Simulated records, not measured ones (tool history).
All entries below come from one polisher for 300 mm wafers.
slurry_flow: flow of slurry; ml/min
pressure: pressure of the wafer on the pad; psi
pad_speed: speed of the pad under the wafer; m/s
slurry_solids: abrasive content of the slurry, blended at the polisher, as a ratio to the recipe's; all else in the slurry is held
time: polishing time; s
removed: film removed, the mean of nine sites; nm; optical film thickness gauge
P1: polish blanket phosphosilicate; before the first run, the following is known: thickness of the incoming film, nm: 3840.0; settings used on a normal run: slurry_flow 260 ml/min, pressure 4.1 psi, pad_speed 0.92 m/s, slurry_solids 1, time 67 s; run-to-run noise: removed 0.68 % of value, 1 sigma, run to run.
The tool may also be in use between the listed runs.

run   hour  slurry_flow  pressure  pad_speed  slurry_solids  time  wafers polished on this pad  hours since the slurry nozzle was cleaned  hours since the head pressure was calibrated  hours since the slurry blender was calibrated  hours since the conditioning disc was replaced  removed
  1    7.6          260       4.1       0.92              1    67                          630                                      267.3                                         262.1                                          176.5                                            42.3    789.5
  2   17.8          260       5.8       0.92            1.4    67                          722                                      277.5                                         272.3                                          186.7                                            52.5   1274.6
  3   30.6          155       4.1       0.92              1    67                          838                                      290.3                                         285.1                                          199.5                                            65.3   742.38
  4   39.6          260       4.1       0.92           0.55    47                          919                                      299.3                                         294.1                                          208.5                                            74.3    405.5
  5   47.1          260       4.1       1.44              1    67                          987                                      306.8                                         301.6                                            216                                            81.8     1126
  6   58.5          260       5.8       0.92              1    67                         1090                                      318.2                                           313                                          227.4                                            93.2   1113.9
  7   65.4          260       4.1       0.92              1    67                         1153                                      325.1                                         319.9                                          234.3                                           100.1   788.92
  8   79.2          260       4.1       0.92              1    67                         1278                                      338.9                                         333.7                                          248.1                                           113.9   780.85
  9   85.4          260       4.1       0.92            0.5    67                         1334                                      345.1                                         339.9                                          254.3                                           120.1   542.06
 10     99          260       4.1       0.92              1    67                         1457                                      358.7                                         353.5                                          267.9                                           133.7   784.96
 11  113.1          260       4.1       0.92              1   102                         1584                                      372.8                                         367.6                                            282                                           147.8   1202.5
 12  124.1          260       4.1       0.46              1    67                         1684                                      383.8                                         378.6                                            293                                           158.8   450.59
 13    133          260       4.1       0.92              1    67                         1764                                      392.7                                         387.5                                          301.9                                           167.7   786.41
 14  139.9          380       4.1       0.92              1    67                         1827                                      399.6                                         394.4                                          308.8                                           174.6   819.63
 15  152.5          260       4.1       0.92              1    67                         1941                                      412.2                                           407                                          321.4                                           187.2   779.55
 16  163.3          260       2.5       0.92              1    67                         2038                                        423                                         417.8                                          332.2                                             198   481.67

Predict the results of run 17:
 17  175.8          260       4.1       0.92              1    37                         2151                                      435.5                                         430.3                                          344.7                                           210.5        ?

removed: 431.53 nm

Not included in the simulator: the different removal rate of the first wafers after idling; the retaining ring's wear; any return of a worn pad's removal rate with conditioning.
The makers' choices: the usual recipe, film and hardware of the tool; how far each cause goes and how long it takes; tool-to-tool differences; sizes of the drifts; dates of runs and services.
